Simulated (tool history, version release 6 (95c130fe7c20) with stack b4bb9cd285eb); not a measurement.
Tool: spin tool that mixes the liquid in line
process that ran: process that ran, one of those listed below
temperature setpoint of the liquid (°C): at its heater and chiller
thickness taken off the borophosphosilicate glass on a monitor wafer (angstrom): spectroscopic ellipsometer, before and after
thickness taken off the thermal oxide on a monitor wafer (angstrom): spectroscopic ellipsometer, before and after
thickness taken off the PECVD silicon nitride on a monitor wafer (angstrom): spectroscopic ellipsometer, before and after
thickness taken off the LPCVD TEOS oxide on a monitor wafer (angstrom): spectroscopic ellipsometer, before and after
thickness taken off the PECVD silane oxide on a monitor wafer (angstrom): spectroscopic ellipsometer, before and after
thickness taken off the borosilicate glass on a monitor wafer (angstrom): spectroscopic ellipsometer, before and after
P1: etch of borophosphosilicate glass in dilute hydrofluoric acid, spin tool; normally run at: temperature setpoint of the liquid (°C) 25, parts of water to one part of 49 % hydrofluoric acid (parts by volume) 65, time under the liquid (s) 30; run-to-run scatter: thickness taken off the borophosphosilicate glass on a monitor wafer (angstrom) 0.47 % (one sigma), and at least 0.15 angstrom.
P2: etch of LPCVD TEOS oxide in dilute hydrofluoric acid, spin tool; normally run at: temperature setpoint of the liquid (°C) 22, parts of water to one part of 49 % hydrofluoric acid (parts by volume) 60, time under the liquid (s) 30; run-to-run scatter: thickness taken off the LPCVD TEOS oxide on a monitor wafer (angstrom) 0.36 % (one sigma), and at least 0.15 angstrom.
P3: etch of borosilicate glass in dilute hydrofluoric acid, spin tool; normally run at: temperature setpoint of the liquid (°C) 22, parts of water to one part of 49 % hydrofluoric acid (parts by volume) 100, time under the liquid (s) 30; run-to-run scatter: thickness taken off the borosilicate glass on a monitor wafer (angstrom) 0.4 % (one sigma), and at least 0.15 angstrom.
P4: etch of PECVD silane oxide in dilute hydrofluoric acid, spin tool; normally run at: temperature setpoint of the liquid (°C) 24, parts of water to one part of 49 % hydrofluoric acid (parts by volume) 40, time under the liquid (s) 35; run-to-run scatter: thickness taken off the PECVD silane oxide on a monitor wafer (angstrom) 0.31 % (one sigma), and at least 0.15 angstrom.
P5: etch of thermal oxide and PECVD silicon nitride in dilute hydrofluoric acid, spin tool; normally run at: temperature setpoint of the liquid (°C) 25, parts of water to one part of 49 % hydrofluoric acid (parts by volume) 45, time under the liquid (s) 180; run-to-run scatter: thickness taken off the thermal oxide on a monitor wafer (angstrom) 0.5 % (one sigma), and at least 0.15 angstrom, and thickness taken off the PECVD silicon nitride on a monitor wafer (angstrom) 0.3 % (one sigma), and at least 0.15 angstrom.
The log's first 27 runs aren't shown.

run   hour  process that ran  temperature setpoint of the liquid (°C)  parts of water to one part of 49 % hydrofluoric acid (parts by volume)  time under the liquid (s)  hours since the thermometer was replaced  hours since the hydrofluoric acid flow meter was replaced  thickness taken off the borophosphosilicate glass on a monitor wafer (angstrom)  thickness taken off the thermal oxide on a monitor wafer (angstrom)  thickness taken off the PECVD silicon nitride on a monitor wafer (angstrom)  thickness taken off the LPCVD TEOS oxide on a monitor wafer (angstrom)  thickness taken off the PECVD silane oxide on a monitor wafer (angstrom)  thickness taken off the borosilicate glass on a monitor wafer (angstrom)
 28  100.2                P1                                       25                                                                      65                         30                                     882.2                                                     1134.2                                                                           194.79
 29  104.3                P1                                     30.5                                                                      65                         15                                     886.3                                                     1138.3                                                                           120.65
 30  108.4                P5                                       25                                                                      45                        290                                     890.4                                                     1142.4                                                                                                                                                 349.3                                                                        233.3
 31  113.5                P3                                       22                                                                     100                         30                                     895.5                                                     1147.5                                                                                                                                                                                                                                                                                                                                                                                                                                                         105.48
 32    116                P5                                       25                                                                      75                        180                                       898                                                       1150                                                                                                                                                124.02                                                                       87.397
 33  119.7                P3                                       30                                                                     100                         30                                     901.7                                                     1153.7                                                                                                                                                                                                                                                                                                                                                                                                                                                         144.37
 34  122.2                P1                                       25                                                                      65                         30                                     904.2                                                     1156.2                                                                           193.06
 35    126                P1                                       25                                                                      65                         30                                       908                                                       1160                                                                           197.14
 36  129.1                P1                                       25                                                                      65                         30                                     911.1                                                     1163.1                                                                           201.77
 37    132                P1                                       25                                                                      65                         30                                       914                                                       1166                                                                           204.02
 38  134.6                P1                                       25                                                                      65                         30                                     916.6                                                     1168.6                                                                           204.18
 39  138.3                P1                                       25                                                                      65                         30                                     920.3                                                     1172.3                                                                           205.54
 40  142.1                P1                                       25                                                                      65                         30                                     924.1                                                     1176.1                                                                           209.72
 41  145.7                P1                                       25                                                                      65                         30                                     927.7                                                     1179.7                                                                           208.89
 42  149.9                P1                                       25                                                                      65                         30                                     931.9                                                     1183.9                                                                           209.17

The next listed run, before its measurement:
 43  152.8                P1                                       25                                                                      65                         30                                     934.8                                                     1186.8                                                                                ?

Run 43 gave thickness taken off the borophosphosilicate glass on a monitor wafer (angstrom) 208.89.

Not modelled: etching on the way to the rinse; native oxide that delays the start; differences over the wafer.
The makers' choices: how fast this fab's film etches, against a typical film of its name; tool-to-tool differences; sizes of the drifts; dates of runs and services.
